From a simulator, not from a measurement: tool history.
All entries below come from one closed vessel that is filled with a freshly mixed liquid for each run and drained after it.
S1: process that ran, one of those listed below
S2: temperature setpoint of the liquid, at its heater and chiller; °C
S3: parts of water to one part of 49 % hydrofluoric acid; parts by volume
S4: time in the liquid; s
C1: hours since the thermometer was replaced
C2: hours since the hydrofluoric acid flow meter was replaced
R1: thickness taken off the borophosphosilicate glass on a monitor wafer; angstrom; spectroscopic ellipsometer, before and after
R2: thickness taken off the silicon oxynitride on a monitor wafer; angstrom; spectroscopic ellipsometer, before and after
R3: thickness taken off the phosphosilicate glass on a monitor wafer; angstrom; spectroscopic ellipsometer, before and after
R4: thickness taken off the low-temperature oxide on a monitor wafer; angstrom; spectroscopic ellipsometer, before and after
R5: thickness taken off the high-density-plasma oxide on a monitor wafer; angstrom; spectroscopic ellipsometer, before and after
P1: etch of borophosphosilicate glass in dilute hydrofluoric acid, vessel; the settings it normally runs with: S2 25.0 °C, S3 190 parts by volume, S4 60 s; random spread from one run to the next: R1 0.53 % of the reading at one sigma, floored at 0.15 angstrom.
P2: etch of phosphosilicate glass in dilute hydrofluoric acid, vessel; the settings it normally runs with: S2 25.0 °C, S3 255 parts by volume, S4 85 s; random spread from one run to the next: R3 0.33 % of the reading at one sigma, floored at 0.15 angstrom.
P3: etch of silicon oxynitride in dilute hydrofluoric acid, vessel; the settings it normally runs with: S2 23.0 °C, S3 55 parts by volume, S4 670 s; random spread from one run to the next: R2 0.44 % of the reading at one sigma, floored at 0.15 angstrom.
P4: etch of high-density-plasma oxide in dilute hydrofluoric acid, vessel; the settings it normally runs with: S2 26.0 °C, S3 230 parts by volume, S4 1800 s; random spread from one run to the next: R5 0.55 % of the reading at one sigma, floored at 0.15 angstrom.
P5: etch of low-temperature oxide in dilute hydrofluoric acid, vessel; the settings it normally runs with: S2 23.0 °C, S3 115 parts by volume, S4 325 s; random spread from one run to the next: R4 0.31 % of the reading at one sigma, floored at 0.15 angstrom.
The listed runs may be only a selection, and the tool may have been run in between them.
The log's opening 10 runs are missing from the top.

run	hour	S1	S2	S3	S4	C1	C2	R1	R2	R3	R4	R5
11	115.9	P1	25.0	190	60	685.9	1447.3	106.860				
12	128.7	P5	31.0	115	325	698.7	1460.1				516.690	
13	141.7	P5	23.0	190	325	711.7	1473.1				214.310	
14	150.8	P4	30.0	230	1800	720.8	1482.2					424.71
15	159.2	P1	25.0	190	60	729.2	1490.6	106.830				
16	172.2	P1	25.0	190	60	742.2	1503.6	107.580				
17	184.0	P3	23.0	30	670	754.0	1515.4		346.67			
18	195.0	P1	18.0	190	60	765.0	1526.4	82.121				
19	206.9	P2	25.0	255	85	776.9	1538.3			400.68		
20	213.1	P4	26.0	70	1800	783.1	1544.5					1483.40
21	219.8	P3	23.0	55	1085	789.8	1551.2		302.32			
22	225.8	P2	25.0	255	85	795.8	1557.2			402.90		
23	237.8	P1	25.0	345	60	807.8	1569.2	50.072				
24	249.9	P1	25.0	190	35	819.9	1581.3	62.636				
25	262.4	P4	26.0	230	2645	832.4	1593.8					543.40
26	270.4	P1	33.5	190	60	840.4	1601.8	144.730				
27	279.3	P2	25.0	255	30	849.3	1610.7			142.95		
28	287.5	P4	26.0	230	1800	857.5	1618.9					370.38
29	294.3	P1	25.0	190	60	864.3	1625.7	106.740				
30	302.9	P1	25.0	190	60	872.9	1634.3	104.780				
31	310.3	P1	25.0	190	60	880.3	1641.7	102.580				
32	318.7	P1	25.0	190	60	888.7	1650.1	101.190				
33	326.5	P1	25.0	190	60	896.5	1657.9	100.400				

Run 34 comes next. What will it give?
34	333.1	P1	25.0	190	60	903.1	1664.5	?				

Run 34 yielded R1 99.831 angstrom.
